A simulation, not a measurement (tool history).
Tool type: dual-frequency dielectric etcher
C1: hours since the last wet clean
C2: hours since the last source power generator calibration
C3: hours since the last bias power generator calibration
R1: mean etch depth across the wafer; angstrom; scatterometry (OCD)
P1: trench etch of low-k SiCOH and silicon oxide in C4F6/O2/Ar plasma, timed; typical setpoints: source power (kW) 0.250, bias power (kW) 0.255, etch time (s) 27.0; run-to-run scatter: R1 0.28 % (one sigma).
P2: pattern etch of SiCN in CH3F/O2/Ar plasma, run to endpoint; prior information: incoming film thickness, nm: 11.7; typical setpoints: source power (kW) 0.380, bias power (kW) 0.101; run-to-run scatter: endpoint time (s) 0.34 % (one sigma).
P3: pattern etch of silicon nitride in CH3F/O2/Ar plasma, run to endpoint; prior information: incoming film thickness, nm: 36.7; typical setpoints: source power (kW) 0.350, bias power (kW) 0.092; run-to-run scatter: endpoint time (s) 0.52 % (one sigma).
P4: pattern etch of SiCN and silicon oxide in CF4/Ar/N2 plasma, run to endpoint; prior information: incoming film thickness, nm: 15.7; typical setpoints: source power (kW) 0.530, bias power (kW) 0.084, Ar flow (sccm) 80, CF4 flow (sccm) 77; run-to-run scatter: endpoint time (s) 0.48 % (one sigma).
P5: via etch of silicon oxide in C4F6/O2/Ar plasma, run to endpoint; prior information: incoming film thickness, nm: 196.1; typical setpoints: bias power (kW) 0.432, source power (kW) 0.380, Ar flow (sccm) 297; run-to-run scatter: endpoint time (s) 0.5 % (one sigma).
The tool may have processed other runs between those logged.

run 1 hour=13.3 | process_that_ran=P1 source_power_(kW)=0.250 bias_power_(kW)=0.255 etch_time_(s)=27.0 | C1=394.3 C2=630.4 C3=2489.8 | R1=800.65
run 2 hour=20.2 | process_that_ran=P2 source_power_(kW)=0.270 bias_power_(kW)=0.101 | C1=401.2 C2=637.3 C3=2496.7 | endpoint_time_(s)=31.514
run 3 hour=33.7 | process_that_ran=P5 source_power_(kW)=0.380 bias_power_(kW)=0.432 Ar_flow_(sccm)=218 | C1=414.7 C2=650.8 C3=2510.2 | endpoint_time_(s)=44.611
run 4 hour=45.6 | process_that_ran=P1 source_power_(kW)=0.250 bias_power_(kW)=0.255 etch_time_(s)=40.0 | C1=426.6 C2=662.7 C3=2522.1 | R1=1185.40
run 5 hour=56.4 | process_that_ran=P1 source_power_(kW)=0.250 bias_power_(kW)=0.302 etch_time_(s)=18.5 | C1=437.4 C2=673.5 C3=2532.9 | R1=583.46
run 6 hour=62.8 | process_that_ran=P3 source_power_(kW)=0.480 bias_power_(kW)=0.092 | C1=443.8 C2=679.9 C3=2539.3 | endpoint_time_(s)=46.422
run 7 hour=71.2 | process_that_ran=P4 source_power_(kW)=0.530 bias_power_(kW)=0.084 Ar_flow_(sccm)=80 CF4_flow_(sccm)=77 | C1=452.2 C2=688.3 C3=2547.7 | endpoint_time_(s)=14.098
run 8 hour=84.1 | process_that_ran=P4 source_power_(kW)=0.530 bias_power_(kW)=0.064 Ar_flow_(sccm)=80 CF4_flow_(sccm)=77 | C1=465.1 C2=701.2 C3=2560.6 | endpoint_time_(s)=15.458
run 9 hour=90.9 | process_that_ran=P1 source_power_(kW)=0.250 bias_power_(kW)=0.255 etch_time_(s)=27.0 | C1=471.9 C2=708.0 C3=2567.4 | R1=801.16
run 10 hour=99.4 | process_that_ran=P3 source_power_(kW)=0.350 bias_power_(kW)=0.092 | C1=480.4 C2=716.5 C3=2575.9 | endpoint_time_(s)=51.966
run 11 hour=108.5 | process_that_ran=P3 source_power_(kW)=0.350 bias_power_(kW)=0.092 | C1=489.5 C2=725.6 C3=2585.0 | endpoint_time_(s)=52.333
run 12 hour=119.9 | process_that_ran=P1 source_power_(kW)=0.250 bias_power_(kW)=0.307 etch_time_(s)=27.0 | C1=500.9 C2=737.0 C3=2596.4 | R1=855.82
run 13 hour=132.3 | process_that_ran=P4 source_power_(kW)=0.370 bias_power_(kW)=0.084 Ar_flow_(sccm)=80 CF4_flow_(sccm)=77 | C1=513.3 C2=749.4 C3=2608.8 | endpoint_time_(s)=19.310
run 14 hour=143.5 | process_that_ran=P4 source_power_(kW)=0.530 bias_power_(kW)=0.084 Ar_flow_(sccm)=108 CF4_flow_(sccm)=77 | C1=524.5 C2=760.6 C3=2620.0 | endpoint_time_(s)=14.806
run 15 hour=150.9 | process_that_ran=P5 source_power_(kW)=0.380 bias_power_(kW)=0.432 Ar_flow_(sccm)=297 | C1=531.9 C2=768.0 C3=2627.4 | endpoint_time_(s)=45.934
run 16 hour=160.6 | process_that_ran=P5 source_power_(kW)=0.380 bias_power_(kW)=0.598 Ar_flow_(sccm)=297 | C1=541.6 C2=777.7 C3=2637.1 | endpoint_time_(s)=40.668
run 17 hour=170.5 | process_that_ran=P1 source_power_(kW)=0.170 bias_power_(kW)=0.255 etch_time_(s)=27.0 | C1=551.5 C2=787.6 C3=2647.0 | R1=692.14
run 18 hour=177.3 | process_that_ran=P1 source_power_(kW)=0.310 bias_power_(kW)=0.255 etch_time_(s)=27.0 | C1=558.3 C2=794.4 C3=2653.8 | R1=864.82
run 19 hour=191.0 | process_that_ran=P4 source_power_(kW)=0.530 bias_power_(kW)=0.084 Ar_flow_(sccm)=80 CF4_flow_(sccm)=58 | C1=572.0 C2=808.1 C3=2667.5 | endpoint_time_(s)=14.727
run 20 hour=198.2 | process_that_ran=P5 source_power_(kW)=0.380 bias_power_(kW)=0.432 Ar_flow_(sccm)=297 | C1=579.2 C2=815.3 C3=2674.7 | endpoint_time_(s)=45.646
run 21 hour=211.6 | process_that_ran=P2 source_power_(kW)=0.380 bias_power_(kW)=0.071 | C1=592.6 C2=828.7 C3=2688.1 | endpoint_time_(s)=31.501
run 22 hour=219.3 | process_that_ran=P1 source_power_(kW)=0.250 bias_power_(kW)=0.255 etch_time_(s)=27.0 | C1=600.3 C2=836.4 C3=2695.8 | R1=796.63
run 23 hour=227.8 | process_that_ran=P2 source_power_(kW)=0.380 bias_power_(kW)=0.101 | C1=608.8 C2=844.9 C3=2704.3 | endpoint_time_(s)=27.720
run 24 hour=241.0 | process_that_ran=P1 source_power_(kW)=0.250 bias_power_(kW)=0.255 etch_time_(s)=15.0 | C1=622.0 C2=858.1 C3=2717.5 | R1=444.67
run 25 hour=247.6 | process_that_ran=P1 source_power_(kW)=0.250 bias_power_(kW)=0.255 etch_time_(s)=27.0 | C1=628.6 C2=864.7 C3=2724.1 | R1=801.53
run 26 hour=255.1 | process_that_ran=P1 source_power_(kW)=0.250 bias_power_(kW)=0.166 etch_time_(s)=27.0 | C1=636.1 C2=872.2 C3=2731.6 | R1=694.08
run 27 hour=264.2 | process_that_ran=P5 source_power_(kW)=0.240 bias_power_(kW)=0.432 Ar_flow_(sccm)=297 | C1=645.2 C2=881.3 C3=2740.7 | endpoint_time_(s)=53.797
run 28 hour=271.0 | process_that_ran=P1 source_power_(kW)=0.250 bias_power_(kW)=0.255 etch_time_(s)=27.0 | C1=652.0 C2=888.1 C3=2747.5 | R1=802.97
run 29 hour=283.2 | process_that_ran=P3 source_power_(kW)=0.350 bias_power_(kW)=0.128 | C1=664.2 C2=900.3 C3=2759.7 | endpoint_time_(s)=45.834
run 30 hour=294.1 | process_that_ran=P1 source_power_(kW)=0.250 bias_power_(kW)=0.255 etch_time_(s)=27.0 | C1=675.1 C2=911.2 C3=2770.6 | R1=802.56
run 31 hour=306.6 | process_that_ran=P1 source_power_(kW)=0.250 bias_power_(kW)=0.255 etch_time_(s)=27.0 | C1=687.6 C2=923.7 C3=2783.1 | R1=806.65
run 32 hour=316.4 | process_that_ran=P1 source_power_(kW)=0.250 bias_power_(kW)=0.255 etch_time_(s)=27.0 | C1=697.4 C2=933.5 C3=2792.9 | R1=806.48
run 33 hour=328.5 | process_that_ran=P1 source_power_(kW)=0.250 bias_power_(kW)=0.255 etch_time_(s)=27.0 | C1=709.5 C2=945.6 C3=2805.0 | R1=813.36
-- hour=332.8 wet clean of the chamber
run 34 hour=340.1 | process_that_ran=P1 source_power_(kW)=0.250 bias_power_(kW)=0.255 etch_time_(s)=27.0 | C1=7.4 C2=957.2 C3=2816.6 | R1=811.14
run 35 hour=352.1 | process_that_ran=P1 source_power_(kW)=0.250 bias_power_(kW)=0.255 etch_time_(s)=27.0 | C1=19.4 C2=969.2 C3=2828.6 | R1=816.51
run 36 hour=361.0 | process_that_ran=P1 source_power_(kW)=0.250 bias_power_(kW)=0.255 etch_time_(s)=27.0 | C1=28.3 C2=978.1 C3=2837.5 | R1=813.29
run 37 hour=369.6 | process_that_ran=P1 source_power_(kW)=0.250 bias_power_(kW)=0.255 etch_time_(s)=27.0 | C1=36.9 C2=986.7 C3=2846.1 | R1=809.66
run 38 hour=379.8 | process_that_ran=P1 source_power_(kW)=0.250 bias_power_(kW)=0.255 etch_time_(s)=27.0 | C1=47.1 C2=996.9 C3=2856.3 | R1=812.06
run 39 hour=388.0 | process_that_ran=P1 source_power_(kW)=0.250 bias_power_(kW)=0.255 etch_time_(s)=27.0 | C1=55.3 C2=1005.1 C3=2864.5 | R1=808.78
run 40 hour=397.2 | process_that_ran=P1 source_power_(kW)=0.250 bias_power_(kW)=0.255 etch_time_(s)=27.0 | C1=64.5 C2=1014.3 C3=2873.7 | R1=812.50

P1 no longer gives what it gave before; its output has crept away from where it was. The following 2 causes, each at its listed size, fit the log equally well:
A: source power that arrives over what is set, % = 4.05
B: bias power that arrives over what is set, % = 4.39
Onset of the creep was near hour 294.1.
Excluded causes, each with its reason:
chamber walls in a state that raises the etch rate, %: serviced at hour 332.8, after the change had begun; the process did not return to its earlier output

You are offered 4 check runs, listed below with question marks in place of their results; each one averages 3 wafers. Which run separates the listed causes by giving clearly different results for each?
run check 1 hour=406.4 | process_that_ran=P5 source_power_(kW)=0.380 bias_power_(kW)=0.596 Ar_flow_(sccm)=249 | endpoint_time_(s)=?
run check 2 hour=406.4 | process_that_ran=P3 source_power_(kW)=0.450 bias_power_(kW)=0.128 | endpoint_time_(s)=?
run check 3 hour=406.4 | process_that_ran=P2 source_power_(kW)=0.280 bias_power_(kW)=0.082 | endpoint_time_(s)=?
run check 4 hour=406.4 | process_that_ran=P4 source_power_(kW)=0.420 bias_power_(kW)=0.084 Ar_flow_(sccm)=94 CF4_flow_(sccm)=77 | endpoint_time_(s)=?

What every check run would give for each of its results, assuming each possible cause in turn:
check=check_1 result=endpoint_time_(s) if_A=39.181 if_B=39.102
check=check_2 result=endpoint_time_(s) if_A=41.337 if_B=41.263
check=check_3 result=endpoint_time_(s) if_A=33.108 if_B=33.064
check=check_4 result=endpoint_time_(s) if_A=17.114 if_B=17.463
Distance between the nearest two causes, measured in the result of the check that separates them most: check 1 0.2 %; check 2 0.18 %; check 3 0.13 %; check 4 2.02 %
Check 4 tells the causes apart: in the others they would give nearly the same result.

The results of check 4 are: endpoint time (s) 17.105. Based on these, which of the listed causes is it?

It is A: source power that arrives over what is set, %.
